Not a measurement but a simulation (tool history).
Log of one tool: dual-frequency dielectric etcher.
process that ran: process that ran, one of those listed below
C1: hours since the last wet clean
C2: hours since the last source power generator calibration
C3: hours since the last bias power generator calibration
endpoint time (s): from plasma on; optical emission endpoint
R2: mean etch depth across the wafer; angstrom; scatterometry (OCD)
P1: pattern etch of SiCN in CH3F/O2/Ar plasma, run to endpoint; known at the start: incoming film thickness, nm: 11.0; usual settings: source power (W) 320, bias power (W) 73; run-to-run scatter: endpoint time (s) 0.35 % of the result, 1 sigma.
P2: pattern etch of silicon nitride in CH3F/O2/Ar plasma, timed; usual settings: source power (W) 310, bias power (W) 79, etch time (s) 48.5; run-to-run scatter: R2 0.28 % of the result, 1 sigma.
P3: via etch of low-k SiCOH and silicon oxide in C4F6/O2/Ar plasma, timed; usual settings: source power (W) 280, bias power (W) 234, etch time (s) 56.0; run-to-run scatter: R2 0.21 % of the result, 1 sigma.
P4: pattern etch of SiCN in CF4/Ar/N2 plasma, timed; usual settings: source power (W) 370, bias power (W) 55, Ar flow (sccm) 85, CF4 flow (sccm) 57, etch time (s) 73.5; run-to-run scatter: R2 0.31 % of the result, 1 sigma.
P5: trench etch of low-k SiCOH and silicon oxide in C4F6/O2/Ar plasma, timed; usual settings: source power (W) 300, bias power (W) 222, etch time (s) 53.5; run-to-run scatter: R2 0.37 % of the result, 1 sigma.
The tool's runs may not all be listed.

{"run": 1, "hour": 11.4, "process that ran": "P1", "source power (W)": 320, "bias power (W)": 73, "C1": 349.8, "C2": 522.0, "C3": 3512.7, "endpoint time (s)": 31.454}
{"run": 2, "hour": 24.1, "process that ran": "P1", "source power (W)": 320, "bias power (W)": 44, "C1": 362.5, "C2": 534.7, "C3": 3525.4, "endpoint time (s)": 37.3}
{"run": 3, "hour": 36.2, "process that ran": "P4", "source power (W)": 370, "bias power (W)": 55, "Ar flow (sccm)": 85, "CF4 flow (sccm)": 81, "etch time (s)": 73.5, "C1": 374.6, "C2": 546.8, "C3": 3537.5, "R2": 511.91}
{"run": 4, "hour": 47.2, "process that ran": "P5", "source power (W)": 240, "bias power (W)": 222, "etch time (s)": 53.5, "C1": 385.6, "C2": 557.8, "C3": 3548.5, "R2": 1538.6}
{"run": 5, "hour": 61.3, "process that ran": "P3", "source power (W)": 280, "bias power (W)": 234, "etch time (s)": 56.0, "C1": 399.7, "C2": 571.9, "C3": 3562.6, "R2": 1484.3}
{"run": 6, "hour": 77.6, "process that ran": "P3", "source power (W)": 360, "bias power (W)": 234, "etch time (s)": 56.0, "C1": 416.0, "C2": 588.2, "C3": 3578.9, "R2": 1632.3}
{"run": 7, "hour": 90.1, "process that ran": "P2", "source power (W)": 310, "bias power (W)": 47, "etch time (s)": 48.5, "C1": 428.5, "C2": 600.7, "C3": 3591.4, "R2": 269.45}
{"run": 8, "hour": 104.0, "process that ran": "P1", "source power (W)": 320, "bias power (W)": 73, "C1": 442.4, "C2": 614.6, "C3": 3605.3, "endpoint time (s)": 31.532}
{"run": 9, "hour": 118.2, "process that ran": "P1", "source power (W)": 320, "bias power (W)": 73, "C1": 456.6, "C2": 628.8, "C3": 3619.5, "endpoint time (s)": 31.446}
{"run": 10, "hour": 132.6, "process that ran": "P2", "source power (W)": 310, "bias power (W)": 79, "etch time (s)": 62.5, "C1": 471.0, "C2": 643.2, "C3": 3633.9, "R2": 415.01}
{"run": 11, "hour": 141.3, "process that ran": "P5", "source power (W)": 300, "bias power (W)": 222, "etch time (s)": 53.5, "C1": 479.7, "C2": 651.9, "C3": 3642.6, "R2": 1673.1}
{"run": 12, "hour": 158.6, "process that ran": "P3", "source power (W)": 280, "bias power (W)": 234, "etch time (s)": 76.5, "C1": 497.0, "C2": 669.2, "C3": 3659.9, "R2": 2026.4}
{"run": 13, "hour": 169.2, "process that ran": "P2", "source power (W)": 390, "bias power (W)": 79, "etch time (s)": 48.5, "C1": 507.6, "C2": 679.8, "C3": 3670.5, "R2": 351.52}
{"run": 14, "hour": 177.4, "process that ran": "P4", "source power (W)": 370, "bias power (W)": 38, "Ar flow (sccm)": 85, "CF4 flow (sccm)": 57, "etch time (s)": 73.5, "C1": 515.8, "C2": 688.0, "C3": 3678.7, "R2": 432.48}
{"run": 15, "hour": 185.2, "process that ran": "P4", "source power (W)": 370, "bias power (W)": 55, "Ar flow (sccm)": 85, "CF4 flow (sccm)": 57, "etch time (s)": 73.5, "C1": 523.6, "C2": 695.8, "C3": 3686.5, "R2": 486.08}
{"run": 16, "hour": 199.8, "process that ran": "P4", "source power (W)": 370, "bias power (W)": 55, "Ar flow (sccm)": 85, "CF4 flow (sccm)": 57, "etch time (s)": 56.5, "C1": 538.2, "C2": 710.4, "C3": 3701.1, "R2": 372.97}
{"run": 17, "hour": 216.0, "process that ran": "P1", "source power (W)": 200, "bias power (W)": 73, "C1": 554.4, "C2": 726.6, "C3": 3717.3, "endpoint time (s)": 37.766}
{"run": 18, "hour": 232.3, "process that ran": "P1", "source power (W)": 380, "bias power (W)": 60, "C1": 570.7, "C2": 742.9, "C3": 3733.6, "endpoint time (s)": 31.584}
{"run": 19, "hour": 245.0, "process that ran": "P1", "source power (W)": 320, "bias power (W)": 93, "C1": 583.4, "C2": 755.6, "C3": 3746.3, "endpoint time (s)": 28.837}
{"run": 20, "hour": 258.7, "process that ran": "P1", "source power (W)": 320, "bias power (W)": 73, "C1": 597.1, "C2": 769.3, "C3": 3760.0, "endpoint time (s)": 31.45}
{"run": 21, "hour": 273.3, "process that ran": "P1", "source power (W)": 320, "bias power (W)": 73, "C1": 611.7, "C2": 783.9, "C3": 3774.6, "endpoint time (s)": 31.334}
{"run": 22, "hour": 284.8, "process that ran": "P5", "source power (W)": 300, "bias power (W)": 222, "etch time (s)": 70.5, "C1": 623.2, "C2": 795.4, "C3": 3786.1, "R2": 2218.1}
{"run": 23, "hour": 293.1, "process that ran": "P1", "source power (W)": 380, "bias power (W)": 73, "C1": 631.5, "C2": 803.7, "C3": 3794.4, "endpoint time (s)": 29.538}
{"run": 24, "hour": 307.9, "process that ran": "P4", "source power (W)": 220, "bias power (W)": 55, "Ar flow (sccm)": 85, "CF4 flow (sccm)": 57, "etch time (s)": 73.5, "C1": 646.3, "C2": 818.5, "C3": 3809.2, "R2": 308.2}
{"run": 25, "hour": 321.1, "process that ran": "P2", "source power (W)": 310, "bias power (W)": 79, "etch time (s)": 48.5, "C1": 659.5, "C2": 831.7, "C3": 3822.4, "R2": 321.46}
{"run": 26, "hour": 329.2, "process that ran": "P4", "source power (W)": 370, "bias power (W)": 55, "Ar flow (sccm)": 106, "CF4 flow (sccm)": 57, "etch time (s)": 73.5, "C1": 667.6, "C2": 839.8, "C3": 3830.5, "R2": 465.93}
{"run": 27, "hour": 346.1, "process that ran": "P3", "source power (W)": 280, "bias power (W)": 308, "etch time (s)": 56.0, "C1": 684.5, "C2": 856.7, "C3": 3847.4, "R2": 1632.2}
{"run": 28, "hour": 354.5, "process that ran": "P5", "source power (W)": 300, "bias power (W)": 162, "etch time (s)": 53.5, "C1": 692.9, "C2": 865.1, "C3": 3855.8, "R2": 1516.9}
{"run": 29, "hour": 363.5, "process that ran": "P1", "source power (W)": 320, "bias power (W)": 73, "C1": 701.9, "C2": 874.1, "C3": 3864.8, "endpoint time (s)": 31.505}
{"run": 30, "hour": 377.1, "process that ran": "P5", "source power (W)": 300, "bias power (W)": 222, "etch time (s)": 53.5, "C1": 715.5, "C2": 887.7, "C3": 3878.4, "R2": 1682.2}
{"run": 31, "hour": 392.3, "process that ran": "P1", "source power (W)": 320, "bias power (W)": 73, "C1": 730.7, "C2": 902.9, "C3": 3893.6, "endpoint time (s)": 31.474}
{"run": 32, "hour": 400.3, "process that ran": "P1", "source power (W)": 320, "bias power (W)": 73, "C1": 738.7, "C2": 910.9, "C3": 3901.6, "endpoint time (s)": 31.224}
{"run": 33, "hour": 409.8, "process that ran": "P1", "source power (W)": 320, "bias power (W)": 73, "C1": 748.2, "C2": 920.4, "C3": 3911.1, "endpoint time (s)": 30.893}
{"run": 34, "hour": 424.6, "process that ran": "P1", "source power (W)": 320, "bias power (W)": 73, "C1": 763.0, "C2": 935.2, "C3": 3925.9, "endpoint time (s)": 30.983}
{"run": 35, "hour": 440.6, "process that ran": "P1", "source power (W)": 320, "bias power (W)": 73, "C1": 779.0, "C2": 951.2, "C3": 3941.9, "endpoint time (s)": 30.912}
{"hour": 450.4, "done": "wet clean of the chamber"}
{"run": 36, "hour": 456.1, "process that ran": "P1", "source power (W)": 320, "bias power (W)": 73, "C1": 5.7, "C2": 966.7, "C3": 3957.4, "endpoint time (s)": 31.05}
{"run": 37, "hour": 470.6, "process that ran": "P1", "source power (W)": 320, "bias power (W)": 73, "C1": 20.2, "C2": 981.2, "C3": 3971.9, "endpoint time (s)": 30.98}
{"run": 38, "hour": 482.4, "process that ran": "P1", "source power (W)": 320, "bias power (W)": 73, "C1": 32.0, "C2": 993.0, "C3": 3983.7, "endpoint time (s)": 31.134}
{"run": 39, "hour": 498.0, "process that ran": "P1", "source power (W)": 320, "bias power (W)": 73, "C1": 47.6, "C2": 1008.6, "C3": 3999.3, "endpoint time (s)": 30.82}
{"run": 40, "hour": 511.3, "process that ran": "P1", "source power (W)": 320, "bias power (W)": 73, "C1": 60.9, "C2": 1021.9, "C3": 4012.6, "endpoint time (s)": 30.962}
{"run": 41, "hour": 523.9, "process that ran": "P1", "source power (W)": 320, "bias power (W)": 73, "C1": 73.5, "C2": 1034.5, "C3": 4025.2, "endpoint time (s)": 30.835}

What P1 gives has crept away from where it was. These 2 causes fit the log equally well, each at the size given:
A: bias power that arrives over what is set, % = 4.89
B: source power that arrives over what is set, % = 4.73
The creep began at about hour 392.3.
Why every other cause is out:
chamber walls in a state that raises the etch rate, %: serviced at hour 450.4, which brought nothing back

4 check runs are offered, one wafer each, their results left as question marks. Which one tells the causes apart?
{"run": "check 1", "hour": 536.5, "process that ran": "P5", "source power (W)": 300, "bias power (W)": 222, "etch time (s)": 53.5, "R2": "?"}
{"run": "check 2", "hour": 536.5, "process that ran": "P3", "source power (W)": 280, "bias power (W)": 234, "etch time (s)": 56.0, "R2": "?"}
{"run": "check 3", "hour": 536.5, "process that ran": "P4", "source power (W)": 370, "bias power (W)": 55, "Ar flow (sccm)": 85, "CF4 flow (sccm)": 57, "etch time (s)": 73.5, "R2": "?"}
{"run": "check 4", "hour": 536.5, "process that ran": "P2", "source power (W)": 310, "bias power (W)": 79, "etch time (s)": 48.5, "R2": "?"}

What each check would give under each cause:
check=check_1 result=R2 if_A=1700.50 if_B=1703.20
check=check_2 result=R2 if_A=1507.60 if_B=1509.50
check=check_3 result=R2 if_A=493.91 if_B=506.29
check=check_4 result=R2 if_A=328.64 if_B=328.72
How far apart the two closest causes lie, in the result that separates them most: check 1 0.16 %; check 2 0.12 %; check 3 2.47 %; check 4 0.03 %
Check 3 tells the causes apart: in the others they would give nearly the same result.

Check 3 was then run and gave: R2 506.85 angstrom. Which cause is it?

It is B: source power that arrives over what is set, %.

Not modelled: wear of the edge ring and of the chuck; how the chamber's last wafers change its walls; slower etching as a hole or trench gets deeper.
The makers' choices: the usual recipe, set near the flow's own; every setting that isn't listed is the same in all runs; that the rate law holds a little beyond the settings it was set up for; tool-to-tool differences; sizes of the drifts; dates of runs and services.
